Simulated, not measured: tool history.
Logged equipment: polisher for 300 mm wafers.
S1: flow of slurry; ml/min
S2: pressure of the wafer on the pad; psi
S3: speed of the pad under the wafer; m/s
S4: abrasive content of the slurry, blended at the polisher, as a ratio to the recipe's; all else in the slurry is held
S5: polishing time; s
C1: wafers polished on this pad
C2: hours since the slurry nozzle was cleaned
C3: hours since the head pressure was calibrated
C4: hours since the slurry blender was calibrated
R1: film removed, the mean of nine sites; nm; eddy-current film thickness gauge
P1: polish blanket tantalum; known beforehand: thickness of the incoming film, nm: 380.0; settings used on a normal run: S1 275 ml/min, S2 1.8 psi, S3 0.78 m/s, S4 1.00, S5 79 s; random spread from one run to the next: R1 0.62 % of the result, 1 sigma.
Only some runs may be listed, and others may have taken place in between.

run 1 hour=9.2 | S1=275 S2=1.8 S3=0.78 S4=1.00 S5=79 | C1=724 C2=157.4 C3=247.6 C4=112.4 | R1=108.590
run 2 hour=19.3 | S1=275 S2=1.8 S3=0.78 S4=1.00 S5=56 | C1=836 C2=167.5 C3=257.7 C4=122.5 | R1=76.398
run 3 hour=30.0 | S1=275 S2=2.8 S3=0.78 S4=1.00 S5=79 | C1=954 C2=178.2 C3=268.4 C4=133.2 | R1=166.780
run 4 hour=46.7 | S1=165 S2=1.8 S3=0.78 S4=1.00 S5=79 | C1=1139 C2=194.9 C3=285.1 C4=149.9 | R1=101.590
-- hour=59.8 slurry blender recalibrated
run 5 hour=63.0 | S1=275 S2=0.9 S3=0.78 S4=1.00 S5=79 | C1=1320 C2=211.2 C3=301.4 C4=3.2 | R1=53.925
-- hour=69.5 slurry nozzle cleaned
run 6 hour=74.5 | S1=275 S2=1.8 S3=0.78 S4=1.00 S5=116 | C1=1447 C2=5.0 C3=312.9 C4=14.7 | R1=158.360
run 7 hour=86.9 | S1=275 S2=1.8 S3=0.78 S4=1.00 S5=79 | C1=1584 C2=17.4 C3=325.3 C4=27.1 | R1=107.100
run 8 hour=101.4 | S1=275 S2=1.8 S3=0.78 S4=0.65 S5=79 | C1=1745 C2=31.9 C3=339.8 C4=41.6 | R1=93.909
run 9 hour=114.0 | S1=275 S2=2.6 S3=0.78 S4=1.00 S5=48 | C1=1884 C2=44.5 C3=352.4 C4=54.2 | R1=94.285
run 10 hour=125.4 | S1=275 S2=1.8 S3=0.78 S4=1.00 S5=79 | C1=2010 C2=55.9 C3=363.8 C4=65.6 | R1=108.100
run 11 hour=134.9 | S1=275 S2=1.8 S3=0.36 S4=1.00 S5=79 | C1=2116 C2=65.4 C3=373.3 C4=75.1 | R1=50.023
run 12 hour=150.3 | S1=275 S2=1.8 S3=1.22 S4=1.00 S5=79 | C1=2286 C2=80.8 C3=388.7 C4=90.5 | R1=167.620
run 13 hour=165.7 | S1=275 S2=1.8 S3=0.38 S4=1.40 S5=79 | C1=2457 C2=96.2 C3=404.1 C4=105.9 | R1=57.262
run 14 hour=182.6 | S1=430 S2=1.8 S3=0.78 S4=1.00 S5=79 | C1=2644 C2=113.1 C3=421.0 C4=122.8 | R1=110.700
run 15 hour=198.1 | S1=275 S2=1.8 S3=0.78 S4=1.00 S5=79 | C1=2815 C2=128.6 C3=436.5 C4=138.3 | R1=108.170
run 16 hour=211.9 | S1=275 S2=1.8 S3=0.78 S4=1.50 S5=79 | C1=2968 C2=142.4 C3=450.3 C4=152.1 | R1=119.170
run 17 hour=222.4 | S1=275 S2=1.8 S3=0.78 S4=1.00 S5=79 | C1=3084 C2=152.9 C3=460.8 C4=162.6 | R1=108.480
run 18 hour=233.0 | S1=275 S2=1.8 S3=0.78 S4=1.00 S5=79 | C1=3202 C2=163.5 C3=471.4 C4=173.2 | R1=108.250
run 19 hour=241.3 | S1=275 S2=1.8 S3=0.78 S4=1.00 S5=79 | C1=3294 C2=171.8 C3=479.7 C4=181.5 | R1=106.470
run 20 hour=259.3 | S1=275 S2=1.8 S3=0.78 S4=1.00 S5=79 | C1=3493 C2=189.8 C3=497.7 C4=199.5 | R1=106.910
run 21 hour=270.8 | S1=275 S2=1.8 S3=0.78 S4=1.00 S5=79 | C1=3620 C2=201.3 C3=509.2 C4=211.0 | R1=104.150
run 22 hour=279.9 | S1=275 S2=1.8 S3=0.78 S4=1.00 S5=79 | C1=3721 C2=210.4 C3=518.3 C4=220.1 | R1=101.690
run 23 hour=296.6 | S1=275 S2=1.8 S3=0.78 S4=1.00 S5=79 | C1=3906 C2=227.1 C3=535.0 C4=236.8 | R1=99.313
run 24 hour=305.4 | S1=275 S2=1.8 S3=0.78 S4=1.00 S5=79 | C1=4003 C2=235.9 C3=543.8 C4=245.6 | R1=98.400
run 25 hour=320.0 | S1=275 S2=1.8 S3=0.78 S4=1.00 S5=79 | C1=4165 C2=250.5 C3=558.4 C4=260.2 | R1=96.447
-- hour=320.8 slurry nozzle cleaned
run 26 hour=339.2 | S1=275 S2=1.8 S3=0.78 S4=1.00 S5=79 | C1=4377 C2=18.4 C3=577.6 C4=279.4 | R1=96.473
-- hour=343.7 head pressure recalibrated
run 27 hour=349.1 | S1=275 S2=1.8 S3=0.78 S4=1.00 S5=79 | C1=4487 C2=28.3 C3=5.5 C4=289.3 | R1=95.834
run 28 hour=365.0 | S1=275 S2=1.8 S3=0.78 S4=1.00 S5=79 | C1=4663 C2=44.2 C3=21.4 C4=305.2 | R1=96.212
run 29 hour=373.6 | S1=275 S2=1.8 S3=0.78 S4=1.00 S5=79 | C1=4758 C2=52.8 C3=30.0 C4=313.8 | R1=96.397
run 30 hour=383.7 | S1=275 S2=1.8 S3=0.78 S4=1.00 S5=79 | C1=4870 C2=62.9 C3=40.1 C4=323.9 | R1=96.107

Compared with where it was, what P1 gives has crept away. Each cause listed below fits the log as well as the rest, at the size given for it:
A: removal rate lost through wear of the pad, % = 11.6
B: abrasive missing from the slurry, % = 31.5
Creep in the process output first set in at about hour 259.3.
Each remaining cause and why it is not a fit:
slurry flow missing at the pad, %: serviced at hour 320.8, after the change had begun; the process did not return to its earlier output
head's pressure below its setpoint, %: serviced at hour 343.7, after the change had begun; the process did not return to its earlier output

The 4 check runs listed below each average the results of 2 wafers, and their outcomes are marked with question marks. Under which run would the listed causes produce clearly different results?
run check 1 hour=393.8 | S1=275 S2=1.0 S3=0.78 S4=1.50 S5=79 | R1=?
run check 2 hour=393.8 | S1=425 S2=1.8 S3=0.36 S4=1.00 S5=79 | R1=?
run check 3 hour=393.8 | S1=165 S2=2.6 S3=0.78 S4=1.00 S5=79 | R1=?
run check 4 hour=393.8 | S1=275 S2=1.2 S3=0.78 S4=1.00 S5=79 | R1=?

Expected result of each check under each candidate cause:
check=check_1 result=R1 if_A=58.552 if_B=60.389
check=check_2 result=R1 if_A=45.571 if_B=45.565
check=check_3 result=R1 if_A=129.140 if_B=129.120
check=check_4 result=R1 if_A=63.571 if_B=63.562
Separation of the two closest causes in each check, using whichever result separates them best: check 1 3.09 %; check 2 0.01 %; check 3 0.01 %; check 4 0.01 %
Check 1 tells the causes apart: in the others they would give nearly the same result.

Check 1 was then run and gave: R1 60.270 nm. Which cause is it?

Of the candidate causes, it is B: abrasive missing from the slurry, %.
